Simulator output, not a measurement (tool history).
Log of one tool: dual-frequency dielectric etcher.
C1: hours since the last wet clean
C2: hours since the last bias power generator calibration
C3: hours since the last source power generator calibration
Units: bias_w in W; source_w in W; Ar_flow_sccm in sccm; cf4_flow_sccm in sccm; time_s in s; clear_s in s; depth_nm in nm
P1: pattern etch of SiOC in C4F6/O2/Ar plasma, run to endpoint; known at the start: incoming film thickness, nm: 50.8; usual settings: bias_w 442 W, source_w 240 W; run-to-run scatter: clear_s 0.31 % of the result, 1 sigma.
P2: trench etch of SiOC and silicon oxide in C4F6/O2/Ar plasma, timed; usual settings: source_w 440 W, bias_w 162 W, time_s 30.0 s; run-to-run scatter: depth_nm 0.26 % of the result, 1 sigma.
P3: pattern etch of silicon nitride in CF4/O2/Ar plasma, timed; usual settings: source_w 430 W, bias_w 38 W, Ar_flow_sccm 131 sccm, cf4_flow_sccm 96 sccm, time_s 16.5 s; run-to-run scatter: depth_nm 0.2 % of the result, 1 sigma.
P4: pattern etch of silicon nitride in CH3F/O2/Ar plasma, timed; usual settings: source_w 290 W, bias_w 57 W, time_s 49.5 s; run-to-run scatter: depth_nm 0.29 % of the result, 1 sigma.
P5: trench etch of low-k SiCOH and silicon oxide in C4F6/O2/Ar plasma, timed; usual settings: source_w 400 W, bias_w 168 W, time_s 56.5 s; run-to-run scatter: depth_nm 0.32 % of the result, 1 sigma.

Run 1, hour 4.4: process P1, bias_w 442 W, source_w 240 W; C1 179.2; C2 1827.6; C3 3631.2. Result: clear_s 21.426 s.
Run 2, hour 9.6: process P3, bias_w 52 W, source_w 430 W, Ar_flow_sccm 131 sccm, cf4_flow_sccm 96 sccm, time_s 16.5 s; C1 184.4; C2 1832.8; C3 3636.4. Result: depth_nm 26.915 nm.
Run 3, hour 13.1: process P1, bias_w 324 W, source_w 240 W; C1 187.9; C2 1836.3; C3 3639.9. Result: clear_s 23.846 s.
Run 4, hour 15.7: process P2, bias_w 162 W, source_w 440 W, time_s 38.5 s; C1 190.5; C2 1838.9; C3 3642.5. Result: depth_nm 72.221 nm.
Run 5, hour 18.3: process P2, bias_w 206 W, source_w 440 W, time_s 30.0 s; C1 193.1; C2 1841.5; C3 3645.1. Result: depth_nm 61.042 nm.
Run 6, hour 21.4: process P1, bias_w 519 W, source_w 290 W; C1 196.2; C2 1844.6; C3 3648.2. Result: clear_s 18.761 s.
Run 7, hour 26.4: process P1, bias_w 442 W, source_w 320 W; C1 201.2; C2 1849.6; C3 3653.2. Result: clear_s 19.314 s.
Run 8, hour 31.7: process P3, bias_w 38 W, source_w 430 W, Ar_flow_sccm 131 sccm, cf4_flow_sccm 114 sccm, time_s 16.5 s; C1 206.5; C2 1854.9; C3 3658.5. Result: depth_nm 24.549 nm.
Run 9, hour 36.7: process P3, bias_w 38 W, source_w 430 W, Ar_flow_sccm 131 sccm, cf4_flow_sccm 96 sccm, time_s 16.5 s; C1 211.5; C2 1859.9; C3 3663.5. Result: depth_nm 23.896 nm.
Run 10, hour 40.3: process P3, bias_w 38 W, source_w 430 W, Ar_flow_sccm 131 sccm, cf4_flow_sccm 96 sccm, time_s 12.0 s; C1 215.1; C2 1863.5; C3 3667.1. Result: depth_nm 17.384 nm.
Run 11, hour 45.2: process P4, bias_w 57 W, source_w 370 W, time_s 49.5 s; C1 220.0; C2 1868.4; C3 3672.0. Result: depth_nm 30.690 nm.
Run 12, hour 47.7: process P4, bias_w 57 W, source_w 290 W, time_s 49.5 s; C1 222.5; C2 1870.9; C3 3674.5. Result: depth_nm 27.851 nm.
Run 13, hour 51.9: process P1, bias_w 319 W, source_w 150 W; C1 226.7; C2 1875.1; C3 3678.7. Result: clear_s 28.696 s.
Run 14, hour 54.8: process P1, bias_w 337 W, source_w 170 W; C1 229.6; C2 1878.0; C3 3681.6. Result: clear_s 26.707 s.
Run 15, hour 58.3: process P1, bias_w 442 W, source_w 240 W; C1 233.1; C2 1881.5; C3 3685.1. Result: clear_s 21.406 s.
Run 16, hour 63.6: process P3, bias_w 38 W, source_w 270 W, Ar_flow_sccm 131 sccm, cf4_flow_sccm 96 sccm, time_s 16.5 s; C1 238.4; C2 1886.8; C3 3690.4. Result: depth_nm 15.884 nm.
Run 17, hour 67.5: process P1, bias_w 442 W, source_w 240 W; C1 242.3; C2 1890.7; C3 3694.3. Result: clear_s 21.406 s.
Run 18, hour 72.8: process P1, bias_w 590 W, source_w 240 W; C1 247.6; C2 1896.0; C3 3699.6. Result: clear_s 19.251 s.
Run 19, hour 76.6: process P1, bias_w 442 W, source_w 150 W; C1 251.4; C2 1899.8; C3 3703.4. Result: clear_s 25.369 s.
Run 20, hour 80.5: process P5, bias_w 168 W, source_w 240 W, time_s 56.5 s; C1 255.3; C2 1903.7; C3 3707.3. Result: depth_nm 141.900 nm.
Run 21, hour 83.1: process P5, bias_w 168 W, source_w 400 W, time_s 56.5 s; C1 257.9; C2 1906.3; C3 3709.9. Result: depth_nm 173.430 nm.
Run 22, hour 85.6: process P5, bias_w 207 W, source_w 400 W, time_s 56.5 s; C1 260.4; C2 1908.8; C3 3712.4. Result: depth_nm 185.150 nm.
Run 23, hour 89.2: process P5, bias_w 168 W, source_w 400 W, time_s 56.5 s; C1 264.0; C2 1912.4; C3 3716.0. Result: depth_nm 173.450 nm.
Run 24, hour 92.8: process P2, bias_w 162 W, source_w 290 W, time_s 30.0 s; C1 267.6; C2 1916.0; C3 3719.6. Result: depth_nm 47.824 nm.
Run 25, hour 96.1: process P1, bias_w 442 W, source_w 240 W; C1 270.9; C2 1919.3; C3 3722.9. Result: clear_s 21.378 s.
Run 26, hour 99.7: process P3, bias_w 38 W, source_w 430 W, Ar_flow_sccm 131 sccm, cf4_flow_sccm 96 sccm, time_s 16.5 s; C1 274.5; C2 1922.9; C3 3726.5. Result: depth_nm 23.859 nm.
Run 27, hour 103.6: process P3, bias_w 38 W, source_w 430 W, Ar_flow_sccm 180 sccm, cf4_flow_sccm 96 sccm, time_s 16.5 s; C1 278.4; C2 1926.8; C3 3730.4. Result: depth_nm 22.742 nm.
Run 28, hour 106.7: process P4, bias_w 41 W, source_w 290 W, time_s 49.5 s; C1 281.5; C2 1929.9; C3 3733.5. Result: depth_nm 24.987 nm.
Run 29, hour 109.1: process P2, bias_w 162 W, source_w 440 W, time_s 30.0 s; C1 283.9; C2 1932.3; C3 3735.9. Result: depth_nm 56.625 nm.
Run 30, hour 113.3: process P5, bias_w 168 W, source_w 400 W, time_s 82.5 s; C1 288.1; C2 1936.5; C3 3740.1. Result: depth_nm 251.690 nm.
Run 31, hour 117.2: process P4, bias_w 57 W, source_w 290 W, time_s 29.0 s; C1 292.0; C2 1940.4; C3 3744.0. Result: depth_nm 16.316 nm.
Run 32, hour 121.3: process P1, bias_w 442 W, source_w 240 W; C1 296.1; C2 1944.5; C3 3748.1. Result: clear_s 21.490 s.
Run 33, hour 126.0: process P1, bias_w 442 W, source_w 240 W; C1 300.8; C2 1949.2; C3 3752.8. Result: clear_s 21.480 s.
Run 34, hour 131.0: process P1, bias_w 442 W, source_w 240 W; C1 305.8; C2 1954.2; C3 3757.8. Result: clear_s 21.501 s.
Run 35, hour 136.4: process P1, bias_w 442 W, source_w 240 W; C1 311.2; C2 1959.6; C3 3763.2. Result: clear_s 21.660 s.
Run 36, hour 139.2: process P1, bias_w 442 W, source_w 240 W; C1 314.0; C2 1962.4; C3 3766.0. Result: clear_s 21.779 s.
Run 37, hour 141.6: process P1, bias_w 442 W, source_w 240 W; C1 316.4; C2 1964.8; C3 3768.4. Result: clear_s 21.542 s.
Run 38, hour 146.6: process P1, bias_w 442 W, source_w 240 W; C1 321.4; C2 1969.8; C3 3773.4. Result: clear_s 21.719 s.
Run 39, hour 152.0: process P1, bias_w 442 W, source_w 240 W; C1 326.8; C2 1975.2; C3 3778.8. Result: clear_s 21.739 s.
At hour 154.3: wet clean of the chamber.
Run 40, hour 157.4: process P1, bias_w 442 W, source_w 240 W; C1 3.1; C2 1980.6; C3 3784.2. Result: clear_s 21.801 s.
Run 41, hour 162.8: process P1, bias_w 442 W, source_w 240 W; C1 8.5; C2 1986.0; C3 3789.6. Result: clear_s 21.793 s.
Run 42, hour 167.6: process P1, bias_w 442 W, source_w 240 W; C1 13.3; C2 1990.8; C3 3794.4. Result: clear_s 21.722 s.
Run 43, hour 170.9: process P1, bias_w 442 W, source_w 240 W; C1 16.6; C2 1994.1; C3 3797.7. Result: clear_s 21.879 s.

What P1 gives has crept away from where it was. These 2 causes fit the log equally well, each at the size given:
A: source power that arrives under what is set, % = 4.12
B: bias power that arrives under what is set, % = 4.04
The creep began at about hour 121.3.
Why every other cause is out:
chamber walls in a state that lowers the etch rate, %: serviced at hour 154.3, which brought nothing back

4 check runs are offered, one wafer each, their results left as question marks. Which one tells the causes apart?
Run check 1, hour 174.2: process P5, bias_w 168 W, source_w 400 W, time_s 56.5 s. Result: depth_nm ?.
Run check 2, hour 174.2: process P2, bias_w 162 W, source_w 440 W, time_s 30.0 s. Result: depth_nm ?.
Run check 3, hour 174.2: process P4, bias_w 57 W, source_w 290 W, time_s 49.5 s. Result: depth_nm ?.
Run check 4, hour 174.2: process P3, bias_w 38 W, source_w 430 W, Ar_flow_sccm 131 sccm, cf4_flow_sccm 96 sccm, time_s 16.5 s. Result: depth_nm ?.

What each check would give under each cause:
  check    result     if A     if B
check 1  depth_nm  169.690  170.320
check 2  depth_nm   55.623   55.841
check 3  depth_nm   27.406   27.472
check 4  depth_nm   23.005   23.502
How far apart the two closest causes lie, in the result that separates them most: check 1 0.37 %; check 2 0.39 %; check 3 0.24 %; check 4 2.14 %
Check 4 tells the causes apart: in the others they would give nearly the same result.

Then check 4 was run and gave: depth_nm 22.919 nm. Which cause is it?

It is A: source power that arrives under what is set, %.
